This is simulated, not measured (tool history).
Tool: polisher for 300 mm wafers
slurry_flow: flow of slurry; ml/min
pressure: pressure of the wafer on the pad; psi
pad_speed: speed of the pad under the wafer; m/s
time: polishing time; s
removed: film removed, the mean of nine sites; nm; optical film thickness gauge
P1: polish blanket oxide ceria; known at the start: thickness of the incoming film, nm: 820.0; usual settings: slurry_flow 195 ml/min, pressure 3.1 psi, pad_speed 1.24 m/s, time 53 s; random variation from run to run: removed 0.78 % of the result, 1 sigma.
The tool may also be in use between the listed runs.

| run | hour | slurry_flow | pressure | pad_speed | time | wafers polished on this pad | hours since the slurry nozzle was cleaned | hours since the head pressure was calibrated | removed |
|---|---|---|---|---|---|---|---|---|---|
| 1 | 8.8 | 195 | 3.1 | 1.24 | 53 | 623 | 247.3 | 181.6 | 250.09 |
| 2 | 15.7 | 195 | 3.1 | 1.24 | 77 | 708 | 254.2 | 188.5 | 362.95 |
| 3 | 21.2 | 195 | 1.4 | 1.24 | 53 | 776 | 259.7 | 194.0 | 111.17 |
| 4 | 28.3 | 195 | 3.1 | 1.82 | 73 | 864 | 266.8 | 201.1 | 501.46 |
| 5 | 37.3 | 195 | 4.8 | 1.24 | 53 | 975 | 275.8 | 210.1 | 383.57 |
| 6 | 48.3 | 115 | 3.1 | 1.24 | 53 | 1111 | 286.8 | 221.1 | 228.20 |
| 7 | 59.6 | 195 | 3.1 | 1.24 | 53 | 1250 | 298.1 | 232.4 | 250.41 |
| 8 | 68.3 | 195 | 3.1 | 1.90 | 53 | 1358 | 306.8 | 241.1 | 380.99 |
| 9 | 74.2 | 195 | 3.1 | 1.24 | 53 | 1431 | 312.7 | 247.0 | 249.90 |
| 10 | 80.6 | 265 | 1.6 | 1.24 | 53 | 1510 | 319.1 | 253.4 | 132.28 |
|  | 83.2 | slurry nozzle cleaned |
| 11 | 88.0 | 195 | 3.1 | 1.24 | 53 | 1601 | 4.9 | 260.8 | 243.27 |
| 12 | 97.9 | 280 | 3.1 | 1.24 | 53 | 1723 | 14.8 | 270.7 | 261.61 |
| 13 | 105.0 | 195 | 3.1 | 0.68 | 53 | 1811 | 21.9 | 277.8 | 133.50 |
| 14 | 116.0 | 295 | 3.1 | 1.24 | 26 | 1947 | 32.9 | 288.8 | 127.51 |
| 15 | 122.1 | 195 | 3.1 | 1.24 | 27 | 2022 | 39.0 | 294.9 | 127.82 |
| 16 | 133.0 | 195 | 3.1 | 1.24 | 53 | 2157 | 49.9 | 305.8 | 249.56 |
| 17 | 141.3 | 195 | 3.1 | 1.24 | 53 | 2259 | 58.2 | 314.1 | 243.45 |
| 18 | 151.5 | 195 | 3.1 | 1.24 | 53 | 2385 | 68.4 | 324.3 | 239.98 |
| 19 | 156.7 | 195 | 3.1 | 1.24 | 53 | 2450 | 73.6 | 329.5 | 234.11 |
| 20 | 162.8 | 195 | 3.1 | 1.24 | 53 | 2525 | 79.7 | 335.6 | 232.85 |
|  | 170.1 | head pressure recalibrated |
| 21 | 171.0 | 195 | 3.1 | 1.24 | 53 | 2626 | 87.9 | 0.9 | 234.41 |
| 22 | 180.5 | 195 | 3.1 | 1.24 | 53 | 2744 | 97.4 | 10.4 | 231.87 |

The next listed run, before its measurement:
| 23 | 192.1 | 195 | 3.1 | 1.24 | 53 | 2887 | 109.0 | 22.0 | ? |

Run 23 gave removed 232.04 nm.

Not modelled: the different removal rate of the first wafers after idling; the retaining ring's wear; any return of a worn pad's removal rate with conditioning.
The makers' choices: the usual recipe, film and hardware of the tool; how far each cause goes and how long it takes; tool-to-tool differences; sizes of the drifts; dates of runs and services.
